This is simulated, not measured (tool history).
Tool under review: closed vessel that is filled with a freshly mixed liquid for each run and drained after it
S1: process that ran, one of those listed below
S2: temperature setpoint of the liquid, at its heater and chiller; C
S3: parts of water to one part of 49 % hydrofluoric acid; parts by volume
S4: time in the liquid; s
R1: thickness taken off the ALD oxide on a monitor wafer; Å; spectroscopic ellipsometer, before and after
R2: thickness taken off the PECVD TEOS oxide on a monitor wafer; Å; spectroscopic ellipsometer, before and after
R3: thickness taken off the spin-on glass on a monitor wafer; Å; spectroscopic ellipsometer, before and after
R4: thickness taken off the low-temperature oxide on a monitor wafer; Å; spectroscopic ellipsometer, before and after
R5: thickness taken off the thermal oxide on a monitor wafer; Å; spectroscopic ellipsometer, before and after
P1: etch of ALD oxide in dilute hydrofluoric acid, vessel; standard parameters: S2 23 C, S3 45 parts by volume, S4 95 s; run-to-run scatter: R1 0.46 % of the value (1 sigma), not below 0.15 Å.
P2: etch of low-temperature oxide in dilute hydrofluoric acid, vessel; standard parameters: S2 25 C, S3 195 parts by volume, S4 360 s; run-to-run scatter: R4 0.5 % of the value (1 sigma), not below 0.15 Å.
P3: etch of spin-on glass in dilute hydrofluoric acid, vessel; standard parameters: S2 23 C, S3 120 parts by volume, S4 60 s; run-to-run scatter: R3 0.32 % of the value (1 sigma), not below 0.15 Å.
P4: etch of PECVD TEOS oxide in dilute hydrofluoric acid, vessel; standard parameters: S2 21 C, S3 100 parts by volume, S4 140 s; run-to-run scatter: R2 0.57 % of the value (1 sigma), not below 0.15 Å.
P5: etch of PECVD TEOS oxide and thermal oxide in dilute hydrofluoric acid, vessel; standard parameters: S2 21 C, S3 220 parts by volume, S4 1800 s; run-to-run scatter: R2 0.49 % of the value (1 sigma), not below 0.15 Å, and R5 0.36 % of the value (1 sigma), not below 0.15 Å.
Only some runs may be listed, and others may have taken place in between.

run	hour	S1	S2	S3	S4	R1	R2	R3	R4	R5
1	15.3	P1	23	45	95	403.04				
2	29.2	P1	23	45	30	128.13				
3	36.6	P4	21	100	30		22.649			
4	48.9	P3	23	120	60			220.06		
5	64.9	P2	25	195	360				335.96	
6	72.8	P5	21	80	1800		1739.4			956
7	87.5	P3	23	120	60			219.58		
8	98.4	P4	21	100	140		104.78			
9	114.8	P2	25	195	685				640.16	
10	124.9	P1	23	20	55	542.97				
11	139.1	P5	21	220	685		205.22			114.48
12	152.6	P3	31.5	120	60			303.58		
13	167.1	P1	30	45	95	537.98				
14	174.3	P1	23	65	95	271.93				
15	182.4	P1	23	45	95	405.06				
16	198.3	P1	23	45	95	403.5				
17	206.7	P5	17	220	1800		466.29			257.75
18	217.4	P5	21	220	1800		544.99			298.07
19	230.9	P3	23	120	110			405.65		
20	241.9	P1	23	20	35	344.86				
21	256	P2	25	355	360				155.78	
22	272.2	P1	23	45	185	792.68				
23	279.6	P3	23	60	60			475.57		
24	287.2	P1	23	20	95	939.56				

For run 25, what comes out?
25	296.2	P2	29	195	360				?	

R4: 388.35 Å

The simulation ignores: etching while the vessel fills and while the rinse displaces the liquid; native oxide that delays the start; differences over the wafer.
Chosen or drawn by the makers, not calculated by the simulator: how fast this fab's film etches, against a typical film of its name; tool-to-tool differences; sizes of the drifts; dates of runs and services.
